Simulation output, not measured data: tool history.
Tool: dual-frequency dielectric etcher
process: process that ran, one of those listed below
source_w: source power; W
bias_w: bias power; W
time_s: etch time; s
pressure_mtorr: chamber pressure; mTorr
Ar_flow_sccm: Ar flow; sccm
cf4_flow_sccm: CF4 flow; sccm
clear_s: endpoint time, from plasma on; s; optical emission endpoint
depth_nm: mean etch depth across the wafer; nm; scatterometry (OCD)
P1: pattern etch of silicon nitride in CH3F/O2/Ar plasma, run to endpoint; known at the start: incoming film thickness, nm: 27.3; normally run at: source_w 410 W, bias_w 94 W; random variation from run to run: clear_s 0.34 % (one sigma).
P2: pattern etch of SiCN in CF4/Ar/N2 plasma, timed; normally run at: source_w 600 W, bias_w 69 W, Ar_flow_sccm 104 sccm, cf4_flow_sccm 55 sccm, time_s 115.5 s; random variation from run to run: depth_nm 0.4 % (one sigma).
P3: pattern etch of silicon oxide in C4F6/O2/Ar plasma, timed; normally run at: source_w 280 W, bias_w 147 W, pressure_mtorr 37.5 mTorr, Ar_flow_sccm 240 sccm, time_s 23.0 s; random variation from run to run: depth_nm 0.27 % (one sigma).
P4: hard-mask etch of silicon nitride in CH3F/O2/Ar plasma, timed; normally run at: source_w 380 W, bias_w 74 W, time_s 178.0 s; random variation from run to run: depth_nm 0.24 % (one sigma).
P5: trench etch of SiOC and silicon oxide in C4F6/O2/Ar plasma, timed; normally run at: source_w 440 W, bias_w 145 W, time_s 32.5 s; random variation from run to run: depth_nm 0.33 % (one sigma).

run,hour,process,source_w,bias_w,time_s,pressure_mtorr,Ar_flow_sccm,cf4_flow_sccm,hours since the last wet clean,hours since the last source power generator calibration,hours since the last bias power generator calibration,clear_s,depth_nm
1,5.5,P1,410,94,,,,,88.4,869.4,2308.6,35.028,
2,8.8,P1,300,132,,,,,91.7,872.7,2311.9,34.693,
3,11.6,P5,440,145,32.5,,,,94.5,875.5,2314.7,,61.866
4,14.9,P3,280,147,23.0,37.5,240,,97.8,878.8,2318.0,,57.555
5,19.4,P1,490,110,,,,,102.3,883.3,2322.5,30.874,
6,23.1,P2,600,69,115.5,,104,55,106.0,887.0,2326.2,,122.150
7,27.5,P2,450,69,115.5,,104,55,110.4,891.4,2330.6,,95.816
8,31.7,P1,410,94,,,,,114.6,895.6,2334.8,35.030,
9,35.3,P5,440,145,47.5,,,,118.2,899.2,2338.4,,90.349
10,40.9,P1,410,94,,,,,123.8,904.8,2344.0,35.159,
11,46.2,P3,280,147,23.0,37.5,297,,129.1,910.1,2349.3,,56.512
12,50.7,P4,380,74,260.0,,,,133.6,914.6,2353.8,,178.180
13,54.3,P2,600,69,115.5,,104,55,137.2,918.2,2357.4,,121.830
14,60.4,P2,600,69,161.5,,104,55,143.3,924.3,2363.5,,170.850
15,65.8,P2,600,69,115.5,,104,42,148.7,929.7,2368.9,,117.350
16,69.4,P1,410,94,,,,,152.3,933.3,2372.5,35.330,
17,75.4,P5,440,145,32.5,,,,158.3,939.3,2378.5,,61.487
18,81.1,P3,280,202,23.0,37.5,240,,164.0,945.0,2384.2,,63.924
19,86.9,P3,280,147,12.5,37.5,240,,169.8,950.8,2390.0,,31.211
20,92.5,P4,220,74,178.0,,,,175.4,956.4,2395.6,,98.874
21,96.0,P3,170,147,23.0,37.5,240,,178.9,959.9,2399.1,,47.553
22,100.7,P2,600,47,115.5,,104,55,183.6,964.6,2403.8,,108.380
23,106.1,P1,410,131,,,,,189.0,970.0,2409.2,31.022,
24,110.1,P5,300,145,32.5,,,,193.0,974.0,2413.2,,53.115
25,113.3,P4,380,74,178.0,,,,196.2,977.2,2416.4,,121.500
26,118.1,P1,510,94,,,,,201.0,982.0,2421.2,32.381,
27,121.3,P2,600,69,115.5,,73,55,204.2,985.2,2424.4,,130.430
28,126.2,P1,480,68,,,,,209.1,990.1,2429.3,36.997,
29,132.2,P1,280,94,,,,,215.1,996.1,2435.3,40.640,
# hour 135.6: source power generator calibrated
30,136.3,P1,410,94,,,,,219.2,0.7,2439.4,35.155,
31,139.7,P3,280,147,23.0,45.0,240,,222.6,4.1,2442.8,,56.457

Run 32 comes next. What will it give?
32,145.4,P3,280,147,23.0,37.5,240,,228.3,9.8,2448.5,,?

Run 32 gave depth_nm 57.616 nm.
